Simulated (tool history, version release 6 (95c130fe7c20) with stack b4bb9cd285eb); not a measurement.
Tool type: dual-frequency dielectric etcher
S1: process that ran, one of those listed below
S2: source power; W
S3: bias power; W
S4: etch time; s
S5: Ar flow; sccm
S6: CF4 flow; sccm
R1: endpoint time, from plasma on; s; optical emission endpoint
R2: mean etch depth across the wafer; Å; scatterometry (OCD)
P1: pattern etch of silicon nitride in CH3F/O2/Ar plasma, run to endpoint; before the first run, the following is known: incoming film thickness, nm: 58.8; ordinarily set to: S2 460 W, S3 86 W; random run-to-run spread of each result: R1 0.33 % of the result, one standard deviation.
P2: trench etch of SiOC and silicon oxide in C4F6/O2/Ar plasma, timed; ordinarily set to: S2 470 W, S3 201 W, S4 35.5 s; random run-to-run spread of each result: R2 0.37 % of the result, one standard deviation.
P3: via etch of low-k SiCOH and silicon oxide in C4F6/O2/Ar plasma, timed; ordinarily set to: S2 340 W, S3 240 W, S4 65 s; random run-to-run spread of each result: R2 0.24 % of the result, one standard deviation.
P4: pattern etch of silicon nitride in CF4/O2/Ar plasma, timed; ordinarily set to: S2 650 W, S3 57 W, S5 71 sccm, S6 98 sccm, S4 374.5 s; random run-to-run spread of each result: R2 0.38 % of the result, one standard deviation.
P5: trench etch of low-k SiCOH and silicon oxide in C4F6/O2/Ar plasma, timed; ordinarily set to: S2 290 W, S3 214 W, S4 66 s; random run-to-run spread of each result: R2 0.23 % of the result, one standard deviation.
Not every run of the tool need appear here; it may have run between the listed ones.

| run | hour | S1 | S2 | S3 | S4 | S5 | S6 | R1 | R2 |
|---|---|---|---|---|---|---|---|---|---|
| 1 | 13.8 | P1 | 460 | 86 |  |  |  | 73.998 |  |
| 2 | 27.5 | P1 | 460 | 86 |  |  |  | 73.909 |  |
| 3 | 37.2 | P2 | 660 | 201 | 35.5 |  |  |  | 917.65 |
| 4 | 50.2 | P1 | 380 | 71 |  |  |  | 84.479 |  |
| 5 | 62 | P1 | 340 | 86 |  |  |  | 82.882 |  |
| 6 | 71.3 | P1 | 460 | 86 |  |  |  | 73.919 |  |
| 7 | 79.2 | P1 | 460 | 86 |  |  |  | 73.61 |  |
| 8 | 92.7 | P5 | 290 | 152 | 66 |  |  |  | 1754.4 |
| 9 | 104.2 | P5 | 360 | 214 | 66 |  |  |  | 2131.6 |
| 10 | 117.1 | P4 | 650 | 57 | 374.5 | 71 | 64 |  | 9085.4 |
| 11 | 128.2 | P1 | 460 | 108 |  |  |  | 67.919 |  |
| 12 | 140.8 | P1 | 460 | 65 |  |  |  | 80.878 |  |
| 13 | 152.2 | P1 | 600 | 109 |  |  |  | 61.356 |  |
| 14 | 164.2 | P1 | 610 | 86 |  |  |  | 65.965 |  |
| 15 | 175.4 | P3 | 340 | 240 | 65 |  |  |  | 1883.3 |
| 16 | 187.4 | P3 | 340 | 333 | 65 |  |  |  | 2097.3 |
| 17 | 195.7 | P5 | 290 | 214 | 84.5 |  |  |  | 2520.4 |
| 18 | 207.1 | P1 | 600 | 54 |  |  |  | 77.476 |  |
| 19 | 216.3 | P4 | 650 | 57 | 374.5 | 71 | 98 |  | 9550.3 |
| 20 | 228.7 | P3 | 340 | 240 | 36 |  |  |  | 1039.2 |
| 21 | 236.8 | P2 | 470 | 201 | 20.5 |  |  |  | 463.94 |
| 22 | 244.9 | P1 | 460 | 86 |  |  |  | 73.745 |  |
| 23 | 255.1 | P3 | 450 | 240 | 65 |  |  |  | 2090.6 |
| 24 | 261.9 | P4 | 650 | 57 | 262 | 71 | 98 |  | 6707.1 |
| 25 | 268.7 | P5 | 290 | 214 | 66 |  |  |  | 1953.3 |
| 26 | 279 | P4 | 650 | 57 | 374.5 | 92 | 98 |  | 9259.3 |
| 27 | 288.7 | P2 | 470 | 119 | 35.5 |  |  |  | 685.97 |
| 28 | 303.1 | P2 | 470 | 201 | 35.5 |  |  |  | 803.61 |
| 29 | 316.8 | P4 | 650 | 76 | 374.5 | 71 | 98 |  | 10650 |
| 30 | 330.5 | P4 | 410 | 57 | 374.5 | 71 | 98 |  | 6416.3 |
| 31 | 336.9 | P1 | 460 | 86 |  |  |  | 73.505 |  |
| 32 | 349.5 | P1 | 460 | 86 |  |  |  | 72.79 |  |
| 33 | 359.3 | P1 | 460 | 86 |  |  |  | 73.022 |  |
| 34 | 370.6 | P1 | 460 | 86 |  |  |  | 72.391 |  |
| 35 | 382.5 | P1 | 460 | 86 |  |  |  | 72.944 |  |
| 36 | 390.2 | P1 | 460 | 86 |  |  |  | 72.242 |  |
|  | 392.9 | wet clean of the chamber |
| 37 | 404 | P1 | 460 | 86 |  |  |  | 72.549 |  |
| 38 | 417.2 | P1 | 460 | 86 |  |  |  | 72.297 |  |
| 39 | 425.4 | P1 | 460 | 86 |  |  |  | 72.081 |  |

P1 no longer gives what it gave before; its output has crept away from where it was. The following 2 causes, each at its listed size, fit the log equally well:
A: bias power that arrives over what is set, % = 4.76
B: source power that arrives over what is set, % = 4.48
Onset of the creep was near hour 336.9.
Each remaining cause and why it is not a fit:
chamber walls in a state that raises the etch rate, %: its service at hour 392.9 followed the start of the drift and did not put the process back to its old value

The list below offers 4 check runs, each averaging the results of 2 wafers, and shows each result as a question mark. For which of them would the listed causes give clearly different results?
| check 1 | 433.6 | P2 | 470 | 201 | 20.5 |  |  |  | ? |
| check 2 | 433.6 | P5 | 340 | 174 | 66 |  |  |  | ? |
| check 3 | 433.6 | P3 | 420 | 320 | 65 |  |  |  | ? |
| check 4 | 433.6 | P4 | 650 | 69 | 374.5 | 71 | 98 |  | ? |

If the cause were each of the candidates in turn, the checks would give the following:
| check | result | if A | if B |
|---|---|---|---|
| check 1 | R2 | 470.26 | 471.22 |
| check 2 | R2 | 1976.5 | 1980.9 |
| check 3 | R2 | 2281.6 | 2281.9 |
| check 4 | R2 | 10419 | 10636 |
Smallest distance between any two causes, each pair judged by its most separating result, in per cent: check 1 0.2 %; check 2 0.22 %; check 3 0.01 %; check 4 2.05 %
Check 4 is the one run that separates the causes; every other check would come out nearly the same whichever cause is at work.

Then check 4 was run and gave: R2 10626 Å. Which cause is it?

Of the candidate causes, it is B: source power that arrives over what is set, %.
